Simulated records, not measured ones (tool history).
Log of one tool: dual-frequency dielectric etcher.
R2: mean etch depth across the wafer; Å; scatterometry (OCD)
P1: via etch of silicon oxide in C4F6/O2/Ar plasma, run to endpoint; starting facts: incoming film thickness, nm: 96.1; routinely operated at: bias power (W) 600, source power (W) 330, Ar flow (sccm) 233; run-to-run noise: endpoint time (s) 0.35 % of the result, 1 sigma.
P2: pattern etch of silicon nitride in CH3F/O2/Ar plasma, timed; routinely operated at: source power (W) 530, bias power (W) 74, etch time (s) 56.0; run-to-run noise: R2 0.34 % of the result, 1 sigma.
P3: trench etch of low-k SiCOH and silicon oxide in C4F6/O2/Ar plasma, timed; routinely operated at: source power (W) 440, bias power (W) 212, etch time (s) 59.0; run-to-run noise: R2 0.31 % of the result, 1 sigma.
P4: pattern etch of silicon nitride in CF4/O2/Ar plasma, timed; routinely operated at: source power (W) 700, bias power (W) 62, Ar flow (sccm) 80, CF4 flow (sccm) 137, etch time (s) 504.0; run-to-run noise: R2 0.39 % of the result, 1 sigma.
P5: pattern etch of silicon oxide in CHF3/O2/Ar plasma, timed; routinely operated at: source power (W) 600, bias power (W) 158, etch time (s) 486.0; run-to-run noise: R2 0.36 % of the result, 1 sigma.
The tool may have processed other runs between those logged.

{"run": 1, "hour": 5.3, "process that ran": "P1", "bias power (W)": 600, "source power (W)": 330, "Ar flow (sccm)": 233, "endpoint time (s)": 20.502}
{"run": 2, "hour": 9.8, "process that ran": "P1", "bias power (W)": 424, "source power (W)": 330, "Ar flow (sccm)": 233, "endpoint time (s)": 23.376}
{"run": 3, "hour": 15.5, "process that ran": "P5", "bias power (W)": 107, "source power (W)": 600, "etch time (s)": 486.0, "R2": 8265.3}
{"run": 4, "hour": 19.4, "process that ran": "P1", "bias power (W)": 371, "source power (W)": 400, "Ar flow (sccm)": 233, "endpoint time (s)": 22.766}
{"run": 5, "hour": 27.2, "process that ran": "P1", "bias power (W)": 600, "source power (W)": 330, "Ar flow (sccm)": 182, "endpoint time (s)": 19.901}
{"run": 6, "hour": 35.7, "process that ran": "P1", "bias power (W)": 600, "source power (W)": 330, "Ar flow (sccm)": 233, "endpoint time (s)": 20.361}
{"run": 7, "hour": 42.3, "process that ran": "P4", "bias power (W)": 62, "source power (W)": 700, "Ar flow (sccm)": 80, "etch time (s)": 277.0, "CF4 flow (sccm)": 137, "R2": 7881.2}
{"run": 8, "hour": 49.9, "process that ran": "P1", "bias power (W)": 600, "source power (W)": 330, "Ar flow (sccm)": 233, "endpoint time (s)": 20.558}
{"run": 9, "hour": 54.1, "process that ran": "P2", "bias power (W)": 74, "source power (W)": 530, "etch time (s)": 31.0, "R2": 246.32}
{"run": 10, "hour": 61.3, "process that ran": "P2", "bias power (W)": 74, "source power (W)": 530, "etch time (s)": 56.0, "R2": 445.23}
{"run": 11, "hour": 65.1, "process that ran": "P3", "bias power (W)": 212, "source power (W)": 440, "etch time (s)": 32.5, "R2": 1126.8}
{"run": 12, "hour": 69.9, "process that ran": "P1", "bias power (W)": 600, "source power (W)": 330, "Ar flow (sccm)": 233, "endpoint time (s)": 20.448}
{"run": 13, "hour": 75.2, "process that ran": "P1", "bias power (W)": 600, "source power (W)": 430, "Ar flow (sccm)": 233, "endpoint time (s)": 18.64}
{"run": 14, "hour": 81.6, "process that ran": "P4", "bias power (W)": 62, "source power (W)": 700, "Ar flow (sccm)": 97, "etch time (s)": 504.0, "CF4 flow (sccm)": 137, "R2": 14266.0}
{"run": 15, "hour": 89.3, "process that ran": "P5", "bias power (W)": 158, "source power (W)": 750, "etch time (s)": 486.0, "R2": 10214.0}
{"run": 16, "hour": 93.9, "process that ran": "P5", "bias power (W)": 158, "source power (W)": 600, "etch time (s)": 486.0, "R2": 9360.3}
{"run": 17, "hour": 98.2, "process that ran": "P5", "bias power (W)": 158, "source power (W)": 600, "etch time (s)": 319.0, "R2": 6159.9}
{"run": 18, "hour": 105.4, "process that ran": "P1", "bias power (W)": 405, "source power (W)": 330, "Ar flow (sccm)": 181, "endpoint time (s)": 23.065}
{"run": 19, "hour": 113.7, "process that ran": "P4", "bias power (W)": 62, "source power (W)": 1000, "Ar flow (sccm)": 80, "etch time (s)": 504.0, "CF4 flow (sccm)": 137, "R2": 19606.0}
{"run": 20, "hour": 117.9, "process that ran": "P3", "bias power (W)": 212, "source power (W)": 440, "etch time (s)": 59.0, "R2": 2038.4}
{"run": 21, "hour": 121.7, "process that ran": "P1", "bias power (W)": 801, "source power (W)": 330, "Ar flow (sccm)": 233, "endpoint time (s)": 18.38}
{"run": 22, "hour": 127.0, "process that ran": "P4", "bias power (W)": 78, "source power (W)": 700, "Ar flow (sccm)": 80, "etch time (s)": 504.0, "CF4 flow (sccm)": 137, "R2": 15772.0}
{"run": 23, "hour": 134.9, "process that ran": "P2", "bias power (W)": 74, "source power (W)": 530, "etch time (s)": 56.0, "R2": 444.8}
{"run": 24, "hour": 140.1, "process that ran": "P3", "bias power (W)": 270, "source power (W)": 440, "etch time (s)": 59.0, "R2": 2215.5}
{"run": 25, "hour": 145.5, "process that ran": "P1", "bias power (W)": 600, "source power (W)": 330, "Ar flow (sccm)": 233, "endpoint time (s)": 20.531}
{"run": 26, "hour": 152.8, "process that ran": "P4", "bias power (W)": 62, "source power (W)": 700, "Ar flow (sccm)": 80, "etch time (s)": 504.0, "CF4 flow (sccm)": 137, "R2": 14397.0}
{"run": 27, "hour": 158.8, "process that ran": "P2", "bias power (W)": 74, "source power (W)": 370, "etch time (s)": 56.0, "R2": 388.7}
{"run": 28, "hour": 164.8, "process that ran": "P1", "bias power (W)": 600, "source power (W)": 240, "Ar flow (sccm)": 233, "endpoint time (s)": 23.011}
{"run": 29, "hour": 169.9, "process that ran": "P2", "bias power (W)": 47, "source power (W)": 530, "etch time (s)": 56.0, "R2": 383.19}
{"run": 30, "hour": 174.3, "process that ran": "P4", "bias power (W)": 62, "source power (W)": 700, "Ar flow (sccm)": 80, "etch time (s)": 504.0, "CF4 flow (sccm)": 193, "R2": 14784.0}
{"run": 31, "hour": 179.6, "process that ran": "P3", "bias power (W)": 212, "source power (W)": 310, "etch time (s)": 59.0, "R2": 1776.6}
{"run": 32, "hour": 183.5, "process that ran": "P1", "bias power (W)": 600, "source power (W)": 330, "Ar flow (sccm)": 233, "endpoint time (s)": 20.411}
{"run": 33, "hour": 191.0, "process that ran": "P4", "bias power (W)": 62, "source power (W)": 700, "Ar flow (sccm)": 80, "etch time (s)": 504.0, "CF4 flow (sccm)": 137, "R2": 14295.0}
{"run": 34, "hour": 196.5, "process that ran": "P1", "bias power (W)": 600, "source power (W)": 330, "Ar flow (sccm)": 289, "endpoint time (s)": 21.111}
{"run": 35, "hour": 202.3, "process that ran": "P1", "bias power (W)": 600, "source power (W)": 330, "Ar flow (sccm)": 233, "endpoint time (s)": 20.533}
{"run": 36, "hour": 208.8, "process that ran": "P1", "bias power (W)": 600, "source power (W)": 330, "Ar flow (sccm)": 233, "endpoint time (s)": 20.421}
{"run": 37, "hour": 216.8, "process that ran": "P1", "bias power (W)": 600, "source power (W)": 330, "Ar flow (sccm)": 233, "endpoint time (s)": 20.199}
{"run": 38, "hour": 224.9, "process that ran": "P1", "bias power (W)": 600, "source power (W)": 330, "Ar flow (sccm)": 233, "endpoint time (s)": 20.313}
{"run": 39, "hour": 231.7, "process that ran": "P1", "bias power (W)": 600, "source power (W)": 330, "Ar flow (sccm)": 233, "endpoint time (s)": 20.298}
{"hour": 235.5, "done": "wet clean of the chamber"}
{"run": 40, "hour": 235.7, "process that ran": "P1", "bias power (W)": 600, "source power (W)": 330, "Ar flow (sccm)": 233, "endpoint time (s)": 20.14}
{"hour": 241.0, "done": "Ar flow controller replaced"}
{"run": 41, "hour": 242.4, "process that ran": "P1", "bias power (W)": 600, "source power (W)": 330, "Ar flow (sccm)": 233, "endpoint time (s)": 20.092}
{"run": 42, "hour": 248.6, "process that ran": "P1", "bias power (W)": 600, "source power (W)": 330, "Ar flow (sccm)": 233, "endpoint time (s)": 20.206}
{"run": 43, "hour": 256.6, "process that ran": "P1", "bias power (W)": 600, "source power (W)": 330, "Ar flow (sccm)": 233, "endpoint time (s)": 20.121}
{"run": 44, "hour": 263.4, "process that ran": "P1", "bias power (W)": 600, "source power (W)": 330, "Ar flow (sccm)": 233, "endpoint time (s)": 20.081}
{"run": 45, "hour": 271.8, "process that ran": "P1", "bias power (W)": 600, "source power (W)": 330, "Ar flow (sccm)": 233, "endpoint time (s)": 20.103}
{"run": 46, "hour": 276.0, "process that ran": "P1", "bias power (W)": 600, "source power (W)": 330, "Ar flow (sccm)": 233, "endpoint time (s)": 20.095}

What P1 gives has crept off from where it sat before. The 2 causes that follow fit the log equally well, each at the size noted:
A: source power that arrives over what is set, % = 4.94
B: bias power that arrives over what is set, % = 4.64
Onset of the creep was near hour 202.3.
Each remaining cause and why it is not a fit:
chamber walls in a state that raises the etch rate, %: maintenance at hour 235.5, after the shift began, did not return the process to its former output
Ar flow that arrives under what is set, %: maintenance at hour 241.0, after the shift began, did not return the process to its former output

The list below offers 4 check runs, each averaging the results of 2 wafers, and shows each result as a question mark. For which of them would the listed causes give clearly different results?
{"run": "check 1", "hour": 280.2, "process that ran": "P2", "bias power (W)": 74, "source power (W)": 530, "etch time (s)": 56.0, "R2": "?"}
{"run": "check 2", "hour": 280.2, "process that ran": "P5", "bias power (W)": 158, "source power (W)": 600, "etch time (s)": 486.0, "R2": "?"}
{"run": "check 3", "hour": 280.2, "process that ran": "P3", "bias power (W)": 212, "source power (W)": 440, "etch time (s)": 59.0, "R2": "?"}
{"run": "check 4", "hour": 280.2, "process that ran": "P4", "bias power (W)": 62, "source power (W)": 700, "Ar flow (sccm)": 80, "etch time (s)": 504.0, "CF4 flow (sccm)": 137, "R2": "?"}

What each check would give under each cause:
check=check_1 result=R2 if_A=454.22 if_B=452.85
check=check_2 result=R2 if_A=9553.00 if_B=9517.90
check=check_3 result=R2 if_A=2080.80 if_B=2072.80
check=check_4 result=R2 if_A=15004.00 if_B=14621.00
How far apart the two closest causes lie, in the result that separates them most: check 1 0.3 %; check 2 0.37 %; check 3 0.39 %; check 4 2.58 %
Of the check runs offered, only check 4 discriminates between the causes; the rest would read about the same regardless of which cause applies.

Check 4 has now been run. It gave: R2 14993.00 Å. Which of the candidate causes is it?

A is the cause: source power that arrives over what is set, %.
